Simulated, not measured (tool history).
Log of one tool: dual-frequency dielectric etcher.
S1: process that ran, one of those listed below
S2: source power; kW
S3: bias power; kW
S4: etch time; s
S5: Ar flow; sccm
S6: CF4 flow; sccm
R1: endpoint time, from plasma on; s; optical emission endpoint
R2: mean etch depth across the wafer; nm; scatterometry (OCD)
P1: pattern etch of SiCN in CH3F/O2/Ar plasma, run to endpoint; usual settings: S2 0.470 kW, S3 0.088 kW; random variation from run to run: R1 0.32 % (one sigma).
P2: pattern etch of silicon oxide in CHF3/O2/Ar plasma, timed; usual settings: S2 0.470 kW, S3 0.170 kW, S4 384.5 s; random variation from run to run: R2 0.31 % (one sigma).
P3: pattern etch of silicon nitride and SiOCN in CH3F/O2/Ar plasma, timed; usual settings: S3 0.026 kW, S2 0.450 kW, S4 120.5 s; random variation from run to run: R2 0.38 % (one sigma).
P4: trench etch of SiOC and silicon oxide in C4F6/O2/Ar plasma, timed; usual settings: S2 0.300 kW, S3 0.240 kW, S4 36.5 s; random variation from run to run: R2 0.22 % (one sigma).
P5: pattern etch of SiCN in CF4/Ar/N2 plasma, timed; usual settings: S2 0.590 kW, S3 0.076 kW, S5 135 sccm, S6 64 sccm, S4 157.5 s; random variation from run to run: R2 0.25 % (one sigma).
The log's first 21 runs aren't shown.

run	hour	S1	S2	S3	S4	S5	S6	R1	R2
22	141.9	P1	0.270	0.088				16.510	
23	150.6	P1	0.470	0.088				13.443	
24	159.2	P2	0.470	0.170	384.5				670.130
25	167.5	P3	0.450	0.031	120.5				18.521
26	173.2	P1	0.560	0.088				12.586	
27	177.8	P5	0.590	0.076	86.5	135	64		91.759
28	186.3	P3	0.450	0.026	162.5				23.140
29	193.8	P4	0.300	0.188	36.5				65.285
30	198.2	P1	0.470	0.088				13.485	

Run 31 comes next. What will it give?
31	202.5	P1	0.470	0.088				?	

R1: 13.506 s
